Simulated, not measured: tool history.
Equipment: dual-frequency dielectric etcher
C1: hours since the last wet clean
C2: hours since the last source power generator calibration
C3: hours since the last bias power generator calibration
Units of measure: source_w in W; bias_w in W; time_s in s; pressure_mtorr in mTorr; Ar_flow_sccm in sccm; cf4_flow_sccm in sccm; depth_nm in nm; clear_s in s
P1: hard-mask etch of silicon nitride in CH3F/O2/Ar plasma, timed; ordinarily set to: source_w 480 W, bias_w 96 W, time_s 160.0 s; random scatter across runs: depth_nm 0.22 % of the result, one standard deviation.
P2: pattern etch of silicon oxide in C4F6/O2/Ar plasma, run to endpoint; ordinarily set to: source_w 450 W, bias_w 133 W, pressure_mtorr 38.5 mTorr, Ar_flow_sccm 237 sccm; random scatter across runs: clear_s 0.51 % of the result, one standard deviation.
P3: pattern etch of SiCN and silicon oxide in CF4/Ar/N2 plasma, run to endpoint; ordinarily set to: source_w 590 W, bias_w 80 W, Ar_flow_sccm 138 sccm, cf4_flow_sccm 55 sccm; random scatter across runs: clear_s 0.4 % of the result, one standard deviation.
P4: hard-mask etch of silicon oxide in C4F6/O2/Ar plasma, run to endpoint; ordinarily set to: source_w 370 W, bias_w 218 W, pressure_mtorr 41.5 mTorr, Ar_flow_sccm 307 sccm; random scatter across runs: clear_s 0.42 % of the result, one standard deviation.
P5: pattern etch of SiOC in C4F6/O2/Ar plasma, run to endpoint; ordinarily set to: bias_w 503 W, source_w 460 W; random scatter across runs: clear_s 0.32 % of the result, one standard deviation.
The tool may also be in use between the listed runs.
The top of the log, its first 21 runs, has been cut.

run 22 hour=288.7 | process=P1 source_w=480 bias_w=75 time_s=160.0 | C1=664.4 C2=1094.8 C3=1289.7 | depth_nm=120.040
run 23 hour=298.1 | process=P2 source_w=580 bias_w=133 pressure_mtorr=38.5 Ar_flow_sccm=237 | C1=673.8 C2=1104.2 C3=1299.1 | clear_s=13.733
run 24 hour=309.9 | process=P3 source_w=590 bias_w=80 Ar_flow_sccm=138 cf4_flow_sccm=55 | C1=685.6 C2=1116.0 C3=1310.9 | clear_s=11.888
run 25 hour=323.3 | process=P1 source_w=570 bias_w=96 time_s=160.0 | C1=699.0 C2=1129.4 C3=1324.3 | depth_nm=139.720
run 26 hour=339.1 | process=P1 source_w=480 bias_w=96 time_s=160.0 | C1=714.8 C2=1145.2 C3=1340.1 | depth_nm=131.150
run 27 hour=348.3 | process=P3 source_w=590 bias_w=80 Ar_flow_sccm=138 cf4_flow_sccm=55 | C1=724.0 C2=1154.4 C3=1349.3 | clear_s=11.942
run 28 hour=362.6 | process=P1 source_w=480 bias_w=96 time_s=160.0 | C1=738.3 C2=1168.7 C3=1363.6 | depth_nm=131.190
run 29 hour=370.1 | process=P1 source_w=480 bias_w=96 time_s=160.0 | C1=745.8 C2=1176.2 C3=1371.1 | depth_nm=131.470
run 30 hour=384.3 | process=P1 source_w=480 bias_w=96 time_s=222.0 | C1=760.0 C2=1190.4 C3=1385.3 | depth_nm=181.370
run 31 hour=392.4 | process=P1 source_w=480 bias_w=96 time_s=92.0 | C1=768.1 C2=1198.5 C3=1393.4 | depth_nm=75.544
run 32 hour=401.9 | process=P1 source_w=480 bias_w=130 time_s=160.0 | C1=777.6 C2=1208.0 C3=1402.9 | depth_nm=146.230
run 33 hour=410.2 | process=P1 source_w=480 bias_w=80 time_s=224.0 | C1=785.9 C2=1216.3 C3=1411.2 | depth_nm=171.310
run 34 hour=424.2 | process=P2 source_w=450 bias_w=166 pressure_mtorr=38.5 Ar_flow_sccm=237 | C1=799.9 C2=1230.3 C3=1425.2 | clear_s=14.309
run 35 hour=432.0 | process=P4 source_w=370 bias_w=218 pressure_mtorr=41.5 Ar_flow_sccm=307 | C1=807.7 C2=1238.1 C3=1433.0 | clear_s=48.286
run 36 hour=445.1 | process=P5 source_w=460 bias_w=380 | C1=820.8 C2=1251.2 C3=1446.1 | clear_s=16.358
run 37 hour=457.2 | process=P5 source_w=460 bias_w=503 | C1=832.9 C2=1263.3 C3=1458.2 | clear_s=14.827
run 38 hour=467.6 | process=P1 source_w=480 bias_w=96 time_s=160.0 | C1=843.3 C2=1273.7 C3=1468.6 | depth_nm=131.110
run 39 hour=476.6 | process=P1 source_w=480 bias_w=96 time_s=160.0 | C1=852.3 C2=1282.7 C3=1477.6 | depth_nm=130.550
run 40 hour=488.0 | process=P1 source_w=480 bias_w=96 time_s=160.0 | C1=863.7 C2=1294.1 C3=1489.0 | depth_nm=130.020
run 41 hour=498.5 | process=P1 source_w=480 bias_w=96 time_s=160.0 | C1=874.2 C2=1304.6 C3=1499.5 | depth_nm=129.170
run 42 hour=511.0 | process=P1 source_w=480 bias_w=96 time_s=160.0 | C1=886.7 C2=1317.1 C3=1512.0 | depth_nm=129.050
run 43 hour=520.2 | process=P1 source_w=480 bias_w=96 time_s=160.0 | C1=895.9 C2=1326.3 C3=1521.2 | depth_nm=128.880

For run 44, what comes out?
run 44 hour=530.0 | process=P1 source_w=480 bias_w=96 time_s=160.0 | C1=905.7 C2=1336.1 C3=1531.0 | depth_nm=?

depth_nm: 129.360 nm
